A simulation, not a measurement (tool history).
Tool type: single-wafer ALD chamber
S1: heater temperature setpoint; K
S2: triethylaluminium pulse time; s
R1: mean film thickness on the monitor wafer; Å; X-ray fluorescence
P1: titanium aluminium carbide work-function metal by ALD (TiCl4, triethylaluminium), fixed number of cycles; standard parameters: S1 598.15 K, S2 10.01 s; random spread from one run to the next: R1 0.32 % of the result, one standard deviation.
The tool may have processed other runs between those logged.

run 1 hour=10.8 | S1=598.15 S2=10.01 | R1=22.258
run 2 hour=21.2 | S1=598.15 S2=10.01 | R1=22.295
run 3 hour=29.6 | S1=623.15 S2=10.01 | R1=24.449
run 4 hour=42.4 | S1=598.15 S2=3.58 | R1=16.319
run 5 hour=50.3 | S1=610.15 S2=16.39 | R1=23.983
run 6 hour=62.1 | S1=612.15 S2=15.33 | R1=24.064
run 7 hour=73.8 | S1=598.15 S2=10.01 | R1=22.202
run 8 hour=79.7 | S1=598.15 S2=10.01 | R1=22.155
run 9 hour=85.6 | S1=598.15 S2=10.01 | R1=22.19
run 10 hour=93.6 | S1=621.15 S2=5.08 | R1=20.688
run 11 hour=106.5 | S1=575.15 S2=10.01 | R1=20.136
run 12 hour=116.6 | S1=598.15 S2=16.22 | R1=22.818
run 13 hour=122.4 | S1=598.15 S2=10.01 | R1=22.114
run 14 hour=132.9 | S1=598.15 S2=10.01 | R1=22.117
run 15 hour=142.8 | S1=598.15 S2=10.01 | R1=22.075
run 16 hour=155.1 | S1=598.15 S2=10.01 | R1=22.012
run 17 hour=167 | S1=598.15 S2=10.01 | R1=21.993
run 18 hour=176.6 | S1=598.15 S2=10.01 | R1=21.871
run 19 hour=187.1 | S1=598.15 S2=10.01 | R1=21.886
run 20 hour=195.1 | S1=598.15 S2=10.01 | R1=21.897
run 21 hour=202.1 | S1=598.15 S2=10.01 | R1=21.827
run 22 hour=212.5 | S1=598.15 S2=10.01 | R1=21.799
run 23 hour=220.4 | S1=598.15 S2=10.01 | R1=21.93
run 24 hour=230.5 | S1=598.15 S2=10.01 | R1=21.727

P1 no longer gives what it gave before; its output has crept away from where it was. The following 2 causes, each at its listed size, fit the log equally well:
A: triethylaluminium dose below that of a fresh bottle (%) = 12.3
B: wafer temperature below the value expected at the setpoint (K) = 4.35
The gradual shift began around hour 122.4.

Of the 4 check runs listed below, each run on one wafer and each result written as a question mark, which would let you distinguish the listed causes because they would give clearly different results?
run check 1 hour=240.6 | S1=598.15 S2=12.27 | R1=?
run check 2 hour=240.6 | S1=598.15 S2=4.51 | R1=?
run check 3 hour=240.6 | S1=580.15 S2=10.01 | R1=?
run check 4 hour=240.6 | S1=620.15 S2=10.01 | R1=?

Expected result of each check under each candidate cause:
check=check_1 result=R1 if_A=22.379 if_B=22.215
check=check_2 result=R1 if_A=17.075 if_B=17.782
check=check_3 result=R1 if_A=20.271 if_B=20.248
check=check_4 result=R1 if_A=23.757 if_B=23.785
Minimum pairwise separation of causes per check, each pair taken at its best-separating result: check 1 0.74 %; check 2 4.06 %; check 3 0.11 %; check 4 0.12 %
Check 2 distinguishes between the causes, while the remaining checks would return nearly the same result for all of them.

Running check 2 produced the following: R1 17.076 Å. Which one of the listed causes fits?

It was cause A: triethylaluminium dose below that of a fresh bottle (%).
